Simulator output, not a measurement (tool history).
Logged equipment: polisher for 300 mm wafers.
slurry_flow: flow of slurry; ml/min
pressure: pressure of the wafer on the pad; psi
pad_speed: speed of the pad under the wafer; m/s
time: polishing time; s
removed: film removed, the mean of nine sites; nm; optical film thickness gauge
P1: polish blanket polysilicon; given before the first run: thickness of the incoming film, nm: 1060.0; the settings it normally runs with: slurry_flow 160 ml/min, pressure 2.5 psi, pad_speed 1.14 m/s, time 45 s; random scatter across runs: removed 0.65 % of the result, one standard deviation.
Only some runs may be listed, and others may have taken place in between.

| run | hour | slurry_flow | pressure | pad_speed | time | removed |
|---|---|---|---|---|---|---|
| 1 | 14.3 | 160 | 2.5 | 1.14 | 45 | 354.89 |
| 2 | 21.3 | 160 | 2.5 | 1.14 | 45 | 355.78 |
| 3 | 28.6 | 160 | 1.6 | 1.14 | 45 | 225.19 |
| 4 | 44 | 160 | 2.5 | 0.7 | 45 | 217.89 |
| 5 | 57.9 | 210 | 1.7 | 1.14 | 45 | 252.03 |
| 6 | 72.1 | 160 | 3.6 | 1.14 | 45 | 504.83 |
| 7 | 83 | 160 | 2.5 | 1.14 | 45 | 355.69 |
| 8 | 90.1 | 95 | 2.5 | 0.76 | 45 | 210.04 |
| 9 | 98.6 | 95 | 2.5 | 1.14 | 45 | 315.77 |
| 10 | 113.3 | 160 | 2.5 | 1.14 | 45 | 349.94 |
| 11 | 124.3 | 250 | 2.5 | 1.14 | 45 | 374.83 |
| 12 | 137.9 | 160 | 2.5 | 1.8 | 45 | 557.28 |
| 13 | 152.5 | 205 | 2.5 | 1.46 | 45 | 472.09 |

For run 14, what comes out?
| 14 | 167.7 | 160 | 2.5 | 1.14 | 58 | ? |

Run 14 measured removed 455.49 nm.
